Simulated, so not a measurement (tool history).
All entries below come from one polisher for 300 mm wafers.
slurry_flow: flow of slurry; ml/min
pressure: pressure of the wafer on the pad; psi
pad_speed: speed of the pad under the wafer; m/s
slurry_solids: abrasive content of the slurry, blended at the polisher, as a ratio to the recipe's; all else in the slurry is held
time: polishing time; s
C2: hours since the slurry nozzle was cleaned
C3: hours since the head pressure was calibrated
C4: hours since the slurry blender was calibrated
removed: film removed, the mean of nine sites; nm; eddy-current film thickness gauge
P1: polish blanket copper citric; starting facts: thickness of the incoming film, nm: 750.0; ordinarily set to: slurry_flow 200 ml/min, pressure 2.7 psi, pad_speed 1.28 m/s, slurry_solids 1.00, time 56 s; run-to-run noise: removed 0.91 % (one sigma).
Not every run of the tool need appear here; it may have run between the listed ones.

Run 1, hour 7.0: slurry_flow 200 ml/min, pressure 2.7 psi, pad_speed 1.28 m/s, slurry_solids 1.00, time 56 s; wafers polished on this pad 637; C2 169.7; C3 342.6; C4 219.7. Result: removed 149.460 nm.
Run 2, hour 13.6: slurry_flow 200 ml/min, pressure 2.7 psi, pad_speed 1.28 m/s, slurry_solids 1.00, time 56 s; wafers polished on this pad 712; C2 176.3; C3 349.2; C4 226.3. Result: removed 150.450 nm.
At hour 16.3: worn pad replaced by a new one.
At hour 19.6: slurry blender recalibrated.
Run 3, hour 22.0: slurry_flow 200 ml/min, pressure 4.1 psi, pad_speed 1.28 m/s, slurry_solids 1.00, time 56 s; wafers polished on this pad 65; C2 184.7; C3 357.6; C4 2.5. Result: removed 220.350 nm.
Run 4, hour 30.2: slurry_flow 285 ml/min, pressure 2.7 psi, pad_speed 1.28 m/s, slurry_solids 1.00, time 56 s; wafers polished on this pad 158; C2 192.9; C3 365.8; C4 10.7. Result: removed 155.710 nm.
Run 5, hour 36.4: slurry_flow 200 ml/min, pressure 2.7 psi, pad_speed 1.28 m/s, slurry_solids 1.00, time 83 s; wafers polished on this pad 228; C2 199.1; C3 372.0; C4 16.9. Result: removed 217.890 nm.
Run 6, hour 45.0: slurry_flow 200 ml/min, pressure 2.7 psi, pad_speed 1.28 m/s, slurry_solids 1.00, time 25 s; wafers polished on this pad 326; C2 207.7; C3 380.6; C4 25.5. Result: removed 66.020 nm.
Run 7, hour 49.5: slurry_flow 200 ml/min, pressure 2.7 psi, pad_speed 1.28 m/s, slurry_solids 1.00, time 56 s; wafers polished on this pad 377; C2 212.2; C3 385.1; C4 30.0. Result: removed 146.950 nm.
At hour 55.2: head pressure recalibrated.
Run 8, hour 57.1: slurry_flow 200 ml/min, pressure 2.7 psi, pad_speed 1.28 m/s, slurry_solids 0.50, time 56 s; wafers polished on this pad 463; C2 219.8; C3 2.0; C4 37.6. Result: removed 128.960 nm.
Run 9, hour 62.6: slurry_flow 200 ml/min, pressure 2.7 psi, pad_speed 1.28 m/s, slurry_solids 1.00, time 56 s; wafers polished on this pad 525; C2 225.3; C3 7.5; C4 43.1. Result: removed 147.520 nm.
Run 10, hour 69.9: slurry_flow 200 ml/min, pressure 2.7 psi, pad_speed 1.28 m/s, slurry_solids 1.00, time 56 s; wafers polished on this pad 608; C2 232.6; C3 14.8; C4 50.4. Result: removed 147.610 nm.
Run 11, hour 75.7: slurry_flow 305 ml/min, pressure 1.7 psi, pad_speed 1.28 m/s, slurry_solids 1.00, time 56 s; wafers polished on this pad 674; C2 238.4; C3 20.6; C4 56.2. Result: removed 99.153 nm.
Run 12, hour 82.0: slurry_flow 200 ml/min, pressure 2.7 psi, pad_speed 1.28 m/s, slurry_solids 0.55, time 37 s; wafers polished on this pad 745; C2 244.7; C3 26.9; C4 62.5. Result: removed 87.211 nm.
Run 13, hour 86.2: slurry_flow 200 ml/min, pressure 2.7 psi, pad_speed 1.28 m/s, slurry_solids 1.45, time 56 s; wafers polished on this pad 793; C2 248.9; C3 31.1; C4 66.7. Result: removed 161.710 nm.
Run 14, hour 92.1: slurry_flow 200 ml/min, pressure 2.7 psi, pad_speed 1.98 m/s, slurry_solids 1.00, time 56 s; wafers polished on this pad 860; C2 254.8; C3 37.0; C4 72.6. Result: removed 228.910 nm.
Run 15, hour 101.4: slurry_flow 200 ml/min, pressure 1.5 psi, pad_speed 1.28 m/s, slurry_solids 1.00, time 56 s; wafers polished on this pad 965; C2 264.1; C3 46.3; C4 81.9. Result: removed 84.669 nm.
Run 16, hour 108.2: slurry_flow 200 ml/min, pressure 2.7 psi, pad_speed 0.60 m/s, slurry_solids 1.00, time 56 s; wafers polished on this pad 1042; C2 270.9; C3 53.1; C4 88.7. Result: removed 72.311 nm.
Run 17, hour 115.4: slurry_flow 120 ml/min, pressure 2.7 psi, pad_speed 1.28 m/s, slurry_solids 1.00, time 56 s; wafers polished on this pad 1124; C2 278.1; C3 60.3; C4 95.9. Result: removed 136.010 nm.
Run 18, hour 122.1: slurry_flow 200 ml/min, pressure 2.7 psi, pad_speed 1.28 m/s, slurry_solids 1.00, time 56 s; wafers polished on this pad 1200; C2 284.8; C3 67.0; C4 102.6. Result: removed 150.140 nm.
Run 19, hour 128.3: slurry_flow 200 ml/min, pressure 2.7 psi, pad_speed 1.28 m/s, slurry_solids 1.00, time 56 s; wafers polished on this pad 1270; C2 291.0; C3 73.2; C4 108.8. Result: removed 147.640 nm.
Run 20, hour 133.7: slurry_flow 200 ml/min, pressure 2.7 psi, pad_speed 1.28 m/s, slurry_solids 1.00, time 56 s; wafers polished on this pad 1331; C2 296.4; C3 78.6; C4 114.2. Result: removed 146.860 nm.
Run 21, hour 139.9: slurry_flow 200 ml/min, pressure 2.7 psi, pad_speed 1.28 m/s, slurry_solids 1.00, time 56 s; wafers polished on this pad 1402; C2 302.6; C3 84.8; C4 120.4. Result: removed 145.940 nm.
Run 22, hour 148.1: slurry_flow 200 ml/min, pressure 2.7 psi, pad_speed 1.28 m/s, slurry_solids 1.00, time 56 s; wafers polished on this pad 1494; C2 310.8; C3 93.0; C4 128.6. Result: removed 144.500 nm.
At hour 153.8: worn pad replaced by a new one.
Run 23, hour 153.8: slurry_flow 200 ml/min, pressure 2.7 psi, pad_speed 1.28 m/s, slurry_solids 1.00, time 56 s; wafers polished on this pad 0; C2 316.5; C3 98.7; C4 134.3. Result: removed 140.400 nm.
Run 24, hour 161.4: slurry_flow 200 ml/min, pressure 2.7 psi, pad_speed 1.28 m/s, slurry_solids 1.00, time 56 s; wafers polished on this pad 86; C2 324.1; C3 106.3; C4 141.9. Result: removed 142.630 nm.
At hour 165.0: slurry blender recalibrated.
Run 25, hour 168.8: slurry_flow 200 ml/min, pressure 2.7 psi, pad_speed 1.28 m/s, slurry_solids 1.00, time 56 s; wafers polished on this pad 170; C2 331.5; C3 113.7; C4 3.8. Result: removed 139.390 nm.
Run 26, hour 177.4: slurry_flow 200 ml/min, pressure 2.7 psi, pad_speed 1.28 m/s, slurry_solids 1.00, time 56 s; wafers polished on this pad 268; C2 340.1; C3 122.3; C4 12.4. Result: removed 142.640 nm.
Run 27, hour 186.4: slurry_flow 200 ml/min, pressure 2.7 psi, pad_speed 1.28 m/s, slurry_solids 1.00, time 56 s; wafers polished on this pad 370; C2 349.1; C3 131.3; C4 21.4. Result: removed 137.630 nm.

Something has made what P1 gives creep away from where it was; the 2 causes below, each at its own stated size, fit the log equally well:
A: head's pressure below its setpoint, % = 6.49
B: slurry flow missing at the pad, % = 33.3
The drift started at roughly hour 122.1.
Ruled out, with reasons:
removal rate lost through wear of the pad, %: maintenance at hour 153.8, after the shift began, did not return the process to its former output
abrasive missing from the slurry, %: maintenance at hour 165.0, after the shift began, did not return the process to its former output

Which of the 4 check runs listed below, each an average over 3 wafers with its results shown as question marks, gives clearly different results under the different listed causes?
Run check 1, hour 195.4: slurry_flow 200 ml/min, pressure 1.6 psi, pad_speed 1.28 m/s, slurry_solids 0.50, time 56 s. Result: removed ?.
Run check 2, hour 195.4: slurry_flow 200 ml/min, pressure 2.7 psi, pad_speed 1.94 m/s, slurry_solids 1.00, time 29 s. Result: removed ?.
Run check 3, hour 195.4: slurry_flow 120 ml/min, pressure 2.7 psi, pad_speed 1.28 m/s, slurry_solids 1.45, time 56 s. Result: removed ?.
Run check 4, hour 195.4: slurry_flow 200 ml/min, pressure 2.7 psi, pad_speed 0.70 m/s, slurry_solids 1.00, time 28 s. Result: removed ?.

What every check run would give for each of its results, assuming each possible cause in turn:
  check   result     if A     if B
check 1  removed   72.808   72.744
check 2  removed  108.660  108.720
check 3  removed  138.700  133.480
check 4  removed   38.852   38.811
Distance between the nearest two causes, measured in the result of the check that separates them most: check 1 0.09 %; check 2 0.06 %; check 3 3.84 %; check 4 0.11 %
Of the check runs offered, only check 3 discriminates between the causes; the rest would read about the same regardless of which cause applies.

Running check 3 produced the following: removed 134.180 nm. Which one of the listed causes fits?

It is B: slurry flow missing at the pad, %.
